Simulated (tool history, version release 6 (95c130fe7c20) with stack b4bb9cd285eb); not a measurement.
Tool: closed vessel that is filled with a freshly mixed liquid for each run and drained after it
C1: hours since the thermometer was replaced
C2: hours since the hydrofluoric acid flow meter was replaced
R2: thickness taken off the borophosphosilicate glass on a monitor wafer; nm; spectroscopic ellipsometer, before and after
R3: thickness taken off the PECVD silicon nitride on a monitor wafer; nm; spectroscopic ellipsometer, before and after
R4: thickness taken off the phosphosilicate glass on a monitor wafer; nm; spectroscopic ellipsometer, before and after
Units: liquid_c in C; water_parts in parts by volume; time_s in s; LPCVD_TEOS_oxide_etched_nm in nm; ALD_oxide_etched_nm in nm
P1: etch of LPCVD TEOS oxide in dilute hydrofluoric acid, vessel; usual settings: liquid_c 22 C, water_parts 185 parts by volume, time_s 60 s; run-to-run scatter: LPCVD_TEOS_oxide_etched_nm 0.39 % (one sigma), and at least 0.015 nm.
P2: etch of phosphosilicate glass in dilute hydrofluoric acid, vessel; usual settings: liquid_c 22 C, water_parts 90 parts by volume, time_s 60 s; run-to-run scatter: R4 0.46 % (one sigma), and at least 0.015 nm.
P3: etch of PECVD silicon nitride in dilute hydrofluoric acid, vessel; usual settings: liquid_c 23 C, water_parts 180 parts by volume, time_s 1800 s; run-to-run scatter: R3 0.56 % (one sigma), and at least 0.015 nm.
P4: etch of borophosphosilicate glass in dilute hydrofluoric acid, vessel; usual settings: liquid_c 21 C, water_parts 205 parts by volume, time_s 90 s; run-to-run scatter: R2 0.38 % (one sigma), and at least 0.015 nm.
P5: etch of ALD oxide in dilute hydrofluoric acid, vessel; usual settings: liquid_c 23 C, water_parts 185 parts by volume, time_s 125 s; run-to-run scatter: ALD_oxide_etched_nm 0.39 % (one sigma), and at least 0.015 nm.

Run 1, hour 6.6: process P1, liquid_c 22 C, water_parts 185 parts by volume, time_s 60 s; C1 186.9; C2 875.8. Result: LPCVD_TEOS_oxide_etched_nm 14.994 nm.
Run 2, hour 14.6: process P1, liquid_c 25.5 C, water_parts 185 parts by volume, time_s 30 s; C1 194.9; C2 883.8. Result: LPCVD_TEOS_oxide_etched_nm 8.4652 nm.
Run 3, hour 24.1: process P1, liquid_c 22 C, water_parts 185 parts by volume, time_s 60 s; C1 204.4; C2 893.3. Result: LPCVD_TEOS_oxide_etched_nm 14.865 nm.
Run 4, hour 31: process P4, liquid_c 21 C, water_parts 355 parts by volume, time_s 90 s; C1 211.3; C2 900.2. Result: R2 8.9164 nm.
Run 5, hour 38.2: process P3, liquid_c 29.5 C, water_parts 180 parts by volume, time_s 1800 s; C1 218.5; C2 907.4. Result: R3 40.816 nm.
Run 6, hour 44.2: process P1, liquid_c 22 C, water_parts 185 parts by volume, time_s 115 s; C1 224.5; C2 913.4. Result: LPCVD_TEOS_oxide_etched_nm 28.429 nm.
Run 7, hour 48.7: process P3, liquid_c 23 C, water_parts 180 parts by volume, time_s 3580 s; C1 229; C2 917.9. Result: R3 54.419 nm.
Run 8, hour 57.8: process P2, liquid_c 22 C, water_parts 90 parts by volume, time_s 60 s; C1 238.1; C2 927. Result: R4 35.86 nm.
Run 9, hour 64.3: process P5, liquid_c 23 C, water_parts 275 parts by volume, time_s 125 s; C1 244.6; C2 933.5. Result: ALD_oxide_etched_nm 4.4605 nm.
Run 10, hour 69.2: process P4, liquid_c 21 C, water_parts 205 parts by volume, time_s 30 s; C1 249.5; C2 938.4. Result: R2 5.9418 nm.
Run 11, hour 76.8: process P1, liquid_c 27.5 C, water_parts 185 parts by volume, time_s 60 s; C1 257.1; C2 946. Result: LPCVD_TEOS_oxide_etched_nm 18.322 nm.
Run 12, hour 85.9: process P2, liquid_c 22 C, water_parts 90 parts by volume, time_s 60 s; C1 266.2; C2 955.1. Result: R4 35.714 nm.
Run 13, hour 94: process P3, liquid_c 23 C, water_parts 65 parts by volume, time_s 1800 s; C1 274.3; C2 963.2. Result: R3 74.385 nm.
Run 14, hour 102.1: process P1, liquid_c 29.5 C, water_parts 105 parts by volume, time_s 60 s; C1 282.4; C2 971.3. Result: LPCVD_TEOS_oxide_etched_nm 38.436 nm.
Run 15, hour 108.1: process P3, liquid_c 23 C, water_parts 180 parts by volume, time_s 1800 s; C1 288.4; C2 977.3. Result: R3 27.341 nm.
Run 16, hour 113.9: process P4, liquid_c 21 C, water_parts 205 parts by volume, time_s 90 s; C1 294.2; C2 983.1. Result: R2 17.858 nm.
Run 17, hour 118.3: process P1, liquid_c 22 C, water_parts 90 parts by volume, time_s 60 s; C1 298.6; C2 987.5. Result: LPCVD_TEOS_oxide_etched_nm 34.162 nm.
Run 18, hour 122.8: process P1, liquid_c 17 C, water_parts 185 parts by volume, time_s 60 s; C1 303.1; C2 992. Result: LPCVD_TEOS_oxide_etched_nm 12.405 nm.
Run 19, hour 131.2: process P5, liquid_c 23 C, water_parts 185 parts by volume, time_s 125 s; C1 311.5; C2 1000.4. Result: ALD_oxide_etched_nm 7.3362 nm.
Run 20, hour 140: process P5, liquid_c 23 C, water_parts 185 parts by volume, time_s 125 s; C1 320.3; C2 1009.2. Result: ALD_oxide_etched_nm 7.3021 nm.
Run 21, hour 145.8: process P1, liquid_c 22 C, water_parts 185 parts by volume, time_s 30 s; C1 326.1; C2 1015. Result: LPCVD_TEOS_oxide_etched_nm 7.4591 nm.
Run 22, hour 150.5: process P1, liquid_c 22 C, water_parts 185 parts by volume, time_s 60 s; C1 330.8; C2 1019.7. Result: LPCVD_TEOS_oxide_etched_nm 15.019 nm.
Run 23, hour 158.2: process P5, liquid_c 17 C, water_parts 185 parts by volume, time_s 125 s; C1 338.5; C2 1027.4. Result: ALD_oxide_etched_nm 5.7712 nm.
Run 24, hour 164.7: process P4, liquid_c 17 C, water_parts 205 parts by volume, time_s 90 s; C1 345; C2 1033.9. Result: R2 15.154 nm.
Run 25, hour 174: process P4, liquid_c 21 C, water_parts 205 parts by volume, time_s 90 s; C1 354.3; C2 1043.2. Result: R2 17.574 nm.
Run 26, hour 178.4: process P1, liquid_c 22 C, water_parts 185 parts by volume, time_s 60 s; C1 358.7; C2 1047.6. Result: LPCVD_TEOS_oxide_etched_nm 15.012 nm.
Run 27, hour 183.5: process P2, liquid_c 30 C, water_parts 90 parts by volume, time_s 60 s; C1 363.8; C2 1052.7. Result: R4 49.242 nm.
Run 28, hour 189.1: process P1, liquid_c 22 C, water_parts 330 parts by volume, time_s 60 s; C1 369.4; C2 1058.3. Result: LPCVD_TEOS_oxide_etched_nm 7.3038 nm.
Run 29, hour 194.8: process P2, liquid_c 22 C, water_parts 90 parts by volume, time_s 30 s; C1 375.1; C2 1064. Result: R4 17.732 nm.
Run 30, hour 200.7: process P5, liquid_c 23 C, water_parts 185 parts by volume, time_s 35 s; C1 381; C2 1069.9. Result: ALD_oxide_etched_nm 2.0522 nm.
Run 31, hour 206.4: process P3, liquid_c 23 C, water_parts 180 parts by volume, time_s 1800 s; C1 386.7; C2 1075.6. Result: R3 27.038 nm.
Run 32, hour 215.3: process P2, liquid_c 22 C, water_parts 155 parts by volume, time_s 60 s; C1 395.6; C2 1084.5. Result: R4 19.268 nm.
Run 33, hour 220.9: process P1, liquid_c 22 C, water_parts 185 parts by volume, time_s 60 s; C1 401.2; C2 1090.1. Result: LPCVD_TEOS_oxide_etched_nm 14.975 nm.
Run 34, hour 229.1: process P1, liquid_c 26 C, water_parts 85 parts by volume, time_s 60 s; C1 409.4; C2 1098.3. Result: LPCVD_TEOS_oxide_etched_nm 42.932 nm.
Run 35, hour 234.6: process P1, liquid_c 22 C, water_parts 185 parts by volume, time_s 60 s; C1 414.9; C2 1103.8. Result: LPCVD_TEOS_oxide_etched_nm 14.916 nm.
Run 36, hour 243.7: process P1, liquid_c 22 C, water_parts 185 parts by volume, time_s 60 s; C1 424; C2 1112.9. Result: LPCVD_TEOS_oxide_etched_nm 14.896 nm.
Run 37, hour 253.3: process P1, liquid_c 22 C, water_parts 185 parts by volume, time_s 60 s; C1 433.6; C2 1122.5. Result: LPCVD_TEOS_oxide_etched_nm 14.477 nm.
Run 38, hour 262: process P1, liquid_c 22 C, water_parts 185 parts by volume, time_s 60 s; C1 442.3; C2 1131.2. Result: LPCVD_TEOS_oxide_etched_nm 14.415 nm.
Run 39, hour 266.9: process P1, liquid_c 22 C, water_parts 185 parts by volume, time_s 60 s; C1 447.2; C2 1136.1. Result: LPCVD_TEOS_oxide_etched_nm 14.267 nm.
Run 40, hour 274.1: process P1, liquid_c 22 C, water_parts 185 parts by volume, time_s 60 s; C1 454.4; C2 1143.3. Result: LPCVD_TEOS_oxide_etched_nm 14.154 nm.
Run 41, hour 281.9: process P1, liquid_c 22 C, water_parts 185 parts by volume, time_s 60 s; C1 462.2; C2 1151.1. Result: LPCVD_TEOS_oxide_etched_nm 14.119 nm.
Run 42, hour 290.4: process P1, liquid_c 22 C, water_parts 185 parts by volume, time_s 60 s; C1 470.7; C2 1159.6. Result: LPCVD_TEOS_oxide_etched_nm 14.044 nm.
Run 43, hour 298.7: process P1, liquid_c 22 C, water_parts 185 parts by volume, time_s 60 s; C1 479; C2 1167.9. Result: LPCVD_TEOS_oxide_etched_nm 14.037 nm.
Run 44, hour 305.5: process P1, liquid_c 22 C, water_parts 185 parts by volume, time_s 60 s; C1 485.8; C2 1174.7. Result: LPCVD_TEOS_oxide_etched_nm 14.032 nm.
Run 45, hour 315: process P1, liquid_c 22 C, water_parts 185 parts by volume, time_s 60 s; C1 495.3; C2 1184.2. Result: LPCVD_TEOS_oxide_etched_nm 13.962 nm.
Run 46, hour 322.8: process P1, liquid_c 22 C, water_parts 185 parts by volume, time_s 60 s; C1 503.1; C2 1192. Result: LPCVD_TEOS_oxide_etched_nm 13.977 nm.
Run 47, hour 328.7: process P1, liquid_c 22 C, water_parts 185 parts by volume, time_s 60 s; C1 509; C2 1197.9. Result: LPCVD_TEOS_oxide_etched_nm 14.073 nm.

What P1 gives has crept away from where it was. These 2 causes fit the log equally well, each at the size given:
A: liquid colder than its thermometer reads (K) = 1.73
B: hydrofluoric acid flow below the setpoint (%) = 5.38
The creep began at about hour 243.7.

4 check runs are offered, one wafer each, their results left as question marks. Which one tells the causes apart?
Run check 1, hour 334.6: process P4, liquid_c 17 C, water_parts 205 parts by volume, time_s 90 s. Result: R2 ?.
Run check 2, hour 334.6: process P5, liquid_c 17 C, water_parts 185 parts by volume, time_s 35 s. Result: ALD_oxide_etched_nm ?.
Run check 3, hour 334.6: process P2, liquid_c 22 C, water_parts 145 parts by volume, time_s 60 s. Result: R4 ?.
Run check 4, hour 334.6: process P3, liquid_c 23 C, water_parts 110 parts by volume, time_s 3415 s. Result: R3 ?.

What each check would give under each cause:
  check               result    if A    if B
check 1                   R2   14.13   14.18
check 2  ALD_oxide_etched_nm  1.5094  1.5172
check 3                   R4  19.519  19.598
check 4                   R3  74.915  79.616
How far apart the two closest causes lie, in the result that separates them most: check 1 0.36 %; check 2 0.52 %; check 3 0.4 %; check 4 6.09 %
Only check 4 tells the causes apart: in the others they would give nearly the same result.

Check 4 was then run and gave: R3 74.48 nm. Which cause is it?

It is A: liquid colder than its thermometer reads (K).
